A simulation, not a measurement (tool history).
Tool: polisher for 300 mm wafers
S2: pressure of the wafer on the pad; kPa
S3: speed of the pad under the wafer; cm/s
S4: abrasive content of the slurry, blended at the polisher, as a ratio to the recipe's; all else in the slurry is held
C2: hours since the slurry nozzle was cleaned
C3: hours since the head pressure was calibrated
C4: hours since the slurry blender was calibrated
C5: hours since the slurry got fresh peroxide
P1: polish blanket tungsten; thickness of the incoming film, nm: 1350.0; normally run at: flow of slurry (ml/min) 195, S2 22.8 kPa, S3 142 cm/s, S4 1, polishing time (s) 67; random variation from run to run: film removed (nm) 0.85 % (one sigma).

{"run": 1, "hour": 10.4, "flow of slurry (ml/min)": 195, "S2": 22.8, "S3": 142, "S4": 1, "polishing time (s)": 67, "wafers polished on this pad": 625, "C2": 116.5, "C3": 220, "C4": 109.6, "C5": 52.4, "film removed (nm)": 364.66}
{"run": 2, "hour": 17.0, "flow of slurry (ml/min)": 195, "S2": 22.8, "S3": 142, "S4": 1, "polishing time (s)": 67, "wafers polished on this pad": 697, "C2": 123.1, "C3": 226.6, "C4": 116.2, "C5": 59, "film removed (nm)": 366.09}
{"run": 3, "hour": 22.5, "flow of slurry (ml/min)": 195, "S2": 22.8, "S3": 142, "S4": 1, "polishing time (s)": 40, "wafers polished on this pad": 757, "C2": 128.6, "C3": 232.1, "C4": 121.7, "C5": 64.5, "film removed (nm)": 217.93}
{"run": 4, "hour": 32.4, "flow of slurry (ml/min)": 195, "S2": 22.8, "S3": 72, "S4": 1, "polishing time (s)": 67, "wafers polished on this pad": 865, "C2": 138.5, "C3": 242, "C4": 131.6, "C5": 74.4, "film removed (nm)": 185.67}
{"run": 5, "hour": 42.0, "flow of slurry (ml/min)": 280, "S2": 22.8, "S3": 142, "S4": 1, "polishing time (s)": 67, "wafers polished on this pad": 970, "C2": 148.1, "C3": 251.6, "C4": 141.2, "C5": 84, "film removed (nm)": 380.27}
{"run": 6, "hour": 53.1, "flow of slurry (ml/min)": 195, "S2": 10.3, "S3": 142, "S4": 0.65, "polishing time (s)": 67, "wafers polished on this pad": 1091, "C2": 159.2, "C3": 262.7, "C4": 152.3, "C5": 95.1, "film removed (nm)": 148.45}
{"run": 7, "hour": 59.0, "flow of slurry (ml/min)": 195, "S2": 22.8, "S3": 218, "S4": 1, "polishing time (s)": 67, "wafers polished on this pad": 1155, "C2": 165.1, "C3": 268.6, "C4": 158.2, "C5": 101, "film removed (nm)": 561.41}
{"run": 8, "hour": 69.0, "flow of slurry (ml/min)": 195, "S2": 22.8, "S3": 142, "S4": 1, "polishing time (s)": 102, "wafers polished on this pad": 1264, "C2": 175.1, "C3": 278.6, "C4": 168.2, "C5": 111, "film removed (nm)": 557.13}
{"hour": 70.2, "done": "slurry tank refilled with fresh slurry and peroxide"}
{"run": 9, "hour": 77.3, "flow of slurry (ml/min)": 195, "S2": 34.5, "S3": 142, "S4": 1, "polishing time (s)": 67, "wafers polished on this pad": 1354, "C2": 183.4, "C3": 286.9, "C4": 176.5, "C5": 7.1, "film removed (nm)": 552.02}
{"run": 10, "hour": 82.5, "flow of slurry (ml/min)": 195, "S2": 15.9, "S3": 142, "S4": 1, "polishing time (s)": 67, "wafers polished on this pad": 1411, "C2": 188.6, "C3": 292.1, "C4": 181.7, "C5": 12.3, "film removed (nm)": 254.55}
{"run": 11, "hour": 90.8, "flow of slurry (ml/min)": 195, "S2": 22.8, "S3": 142, "S4": 1.45, "polishing time (s)": 67, "wafers polished on this pad": 1502, "C2": 196.9, "C3": 300.4, "C4": 190, "C5": 20.6, "film removed (nm)": 391.19}
{"run": 12, "hour": 101.5, "flow of slurry (ml/min)": 195, "S2": 22.8, "S3": 142, "S4": 1, "polishing time (s)": 67, "wafers polished on this pad": 1618, "C2": 207.6, "C3": 311.1, "C4": 200.7, "C5": 31.3, "film removed (nm)": 366.77}
{"run": 13, "hour": 108.4, "flow of slurry (ml/min)": 195, "S2": 22.8, "S3": 142, "S4": 0.7, "polishing time (s)": 67, "wafers polished on this pad": 1693, "C2": 214.5, "C3": 318, "C4": 207.6, "C5": 38.2, "film removed (nm)": 336.55}
{"run": 14, "hour": 117.4, "flow of slurry (ml/min)": 195, "S2": 22.8, "S3": 142, "S4": 1, "polishing time (s)": 67, "wafers polished on this pad": 1792, "C2": 223.5, "C3": 327, "C4": 216.6, "C5": 47.2, "film removed (nm)": 363.38}
{"run": 15, "hour": 125.6, "flow of slurry (ml/min)": 245, "S2": 22.8, "S3": 142, "S4": 1, "polishing time (s)": 90, "wafers polished on this pad": 1881, "C2": 231.7, "C3": 335.2, "C4": 224.8, "C5": 55.4, "film removed (nm)": 501.75}
{"run": 16, "hour": 134.3, "flow of slurry (ml/min)": 115, "S2": 22.8, "S3": 142, "S4": 1, "polishing time (s)": 67, "wafers polished on this pad": 1976, "C2": 240.4, "C3": 343.9, "C4": 233.5, "C5": 64.1, "film removed (nm)": 334.62}
{"run": 17, "hour": 143.6, "flow of slurry (ml/min)": 195, "S2": 22.8, "S3": 84, "S4": 1, "polishing time (s)": 51, "wafers polished on this pad": 2077, "C2": 249.7, "C3": 353.2, "C4": 242.8, "C5": 73.4, "film removed (nm)": 164.68}
{"run": 18, "hour": 151.1, "flow of slurry (ml/min)": 195, "S2": 22.8, "S3": 142, "S4": 1, "polishing time (s)": 67, "wafers polished on this pad": 2159, "C2": 257.2, "C3": 360.7, "C4": 250.3, "C5": 80.9, "film removed (nm)": 363.58}

Forecast run 19:
{"run": 19, "hour": 161.7, "flow of slurry (ml/min)": 195, "S2": 22.8, "S3": 142, "S4": 1, "polishing time (s)": 67, "wafers polished on this pad": 2274, "C2": 267.8, "C3": 371.3, "C4": 260.9, "C5": 91.5, "film removed (nm)": "?"}

Run 19 gave film removed (nm) 360.39.
